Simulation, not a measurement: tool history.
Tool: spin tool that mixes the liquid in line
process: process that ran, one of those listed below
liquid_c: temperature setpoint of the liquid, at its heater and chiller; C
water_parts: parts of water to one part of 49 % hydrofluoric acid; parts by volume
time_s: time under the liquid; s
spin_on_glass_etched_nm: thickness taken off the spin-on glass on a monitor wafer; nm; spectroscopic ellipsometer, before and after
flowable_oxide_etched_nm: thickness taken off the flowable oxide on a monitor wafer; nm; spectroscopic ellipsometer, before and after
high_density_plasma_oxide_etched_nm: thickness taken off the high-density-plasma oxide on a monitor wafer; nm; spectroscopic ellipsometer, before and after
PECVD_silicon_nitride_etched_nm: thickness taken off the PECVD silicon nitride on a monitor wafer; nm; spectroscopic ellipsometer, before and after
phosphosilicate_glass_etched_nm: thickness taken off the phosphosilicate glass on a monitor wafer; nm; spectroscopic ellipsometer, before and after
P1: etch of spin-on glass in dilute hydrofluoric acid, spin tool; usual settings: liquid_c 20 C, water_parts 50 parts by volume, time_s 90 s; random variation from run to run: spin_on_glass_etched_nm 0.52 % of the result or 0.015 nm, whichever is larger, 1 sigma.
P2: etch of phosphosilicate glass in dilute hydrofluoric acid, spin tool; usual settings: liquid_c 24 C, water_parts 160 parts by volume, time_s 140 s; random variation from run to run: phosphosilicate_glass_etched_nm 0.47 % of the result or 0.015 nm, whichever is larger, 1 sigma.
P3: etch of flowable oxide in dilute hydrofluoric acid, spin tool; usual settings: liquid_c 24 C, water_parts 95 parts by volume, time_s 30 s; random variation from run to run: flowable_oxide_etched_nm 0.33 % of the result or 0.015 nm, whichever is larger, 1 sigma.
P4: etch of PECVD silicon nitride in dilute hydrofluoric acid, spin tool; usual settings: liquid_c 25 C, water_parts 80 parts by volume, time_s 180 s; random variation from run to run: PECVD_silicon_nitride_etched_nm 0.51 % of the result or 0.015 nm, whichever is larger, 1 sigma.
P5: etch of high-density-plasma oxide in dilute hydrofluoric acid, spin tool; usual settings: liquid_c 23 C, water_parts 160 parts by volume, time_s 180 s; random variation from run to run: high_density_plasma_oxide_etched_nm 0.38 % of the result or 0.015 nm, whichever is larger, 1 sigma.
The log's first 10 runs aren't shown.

| run | day | process | liquid_c | water_parts | time_s | hours since the thermometer was replaced | hours since the hydrofluoric acid flow meter was replaced | spin_on_glass_etched_nm | flowable_oxide_etched_nm | high_density_plasma_oxide_etched_nm | PECVD_silicon_nitride_etched_nm | phosphosilicate_glass_etched_nm |
|---|---|---|---|---|---|---|---|---|---|---|---|---|
| 11 | 4.417 | P1 | 20 | 20 | 90 | 424.9 | 1216.9 | 101.0000 |  |  |  |  |
| 12 | 4.708 | P1 | 20 | 50 | 90 | 431.9 | 1223.9 | 38.7620 |  |  |  |  |
| 13 | 5.204 | P1 | 17 | 50 | 90 | 443.8 | 1235.8 | 33.7840 |  |  |  |  |
| 14 | 5.679 | P3 | 24 | 95 | 15 | 455.2 | 1247.2 |  | 8.0091 |  |  |  |
| 15 | 6.162 | P1 | 20 | 50 | 90 | 466.8 | 1258.8 | 38.9530 |  |  |  |  |
| 16 | 6.625 | P5 | 23 | 160 | 75 | 477.9 | 1269.9 |  |  | 2.6143 |  |  |
|  | 6.933 | thermometer replaced |
| 17 | 7.217 | P3 | 24 | 95 | 30 | 6.8 | 1284.1 |  | 16.0960 |  |  |  |
| 18 | 7.525 | P2 | 24 | 160 | 30 | 14.2 | 1291.5 |  |  |  |  | 10.028 |
| 19 | 8.075 | P4 | 20 | 80 | 180 | 27.4 | 1304.7 |  |  |  | 3.2582 |  |
| 20 | 8.454 | P4 | 25 | 80 | 360 | 36.5 | 1313.8 |  |  |  | 9.0936 |  |
| 21 | 8.804 | P1 | 20 | 50 | 90 | 44.9 | 1322.2 | 39.1680 |  |  |  |  |
| 22 | 9.117 | P5 | 23 | 160 | 180 | 52.4 | 1329.7 |  |  | 6.2351 |  |  |
| 23 | 9.412 | P3 | 17 | 95 | 30 | 59.5 | 1336.8 |  | 12.0120 |  |  |  |
| 24 | 9.808 | P5 | 23 | 35 | 180 | 69.0 | 1346.3 |  |  | 33.2220 |  |  |
| 25 | 10.104 | P2 | 24 | 260 | 140 | 76.1 | 1353.4 |  |  |  |  | 25.887 |
| 26 | 10.358 | P2 | 24 | 160 | 140 | 82.2 | 1359.5 |  |  |  |  | 46.956 |
| 27 | 10.721 | P2 | 17 | 160 | 140 | 90.9 | 1368.2 |  |  |  |  | 35.608 |
| 28 | 11.154 | P1 | 28 | 50 | 90 | 101.3 | 1378.6 | 53.8460 |  |  |  |  |
| 29 | 11.425 | P1 | 17 | 35 | 90 | 107.8 | 1385.1 | 49.5120 |  |  |  |  |
| 30 | 11.800 | P1 | 20 | 50 | 90 | 116.8 | 1394.1 | 39.0650 |  |  |  |  |
| 31 | 12.154 | P1 | 20 | 50 | 90 | 125.3 | 1402.6 | 40.5450 |  |  |  |  |
| 32 | 12.688 | P1 | 20 | 50 | 90 | 138.1 | 1415.4 | 40.9640 |  |  |  |  |
| 33 | 12.967 | P1 | 20 | 50 | 90 | 144.8 | 1422.1 | 41.4130 |  |  |  |  |
| 34 | 13.246 | P1 | 20 | 50 | 90 | 151.5 | 1428.8 | 42.0950 |  |  |  |  |

Forecast run 35:
| 35 | 13.775 | P1 | 20 | 50 | 90 | 164.2 | 1441.5 | ? |  |  |  |  |

spin_on_glass_etched_nm: 42.4820 nm

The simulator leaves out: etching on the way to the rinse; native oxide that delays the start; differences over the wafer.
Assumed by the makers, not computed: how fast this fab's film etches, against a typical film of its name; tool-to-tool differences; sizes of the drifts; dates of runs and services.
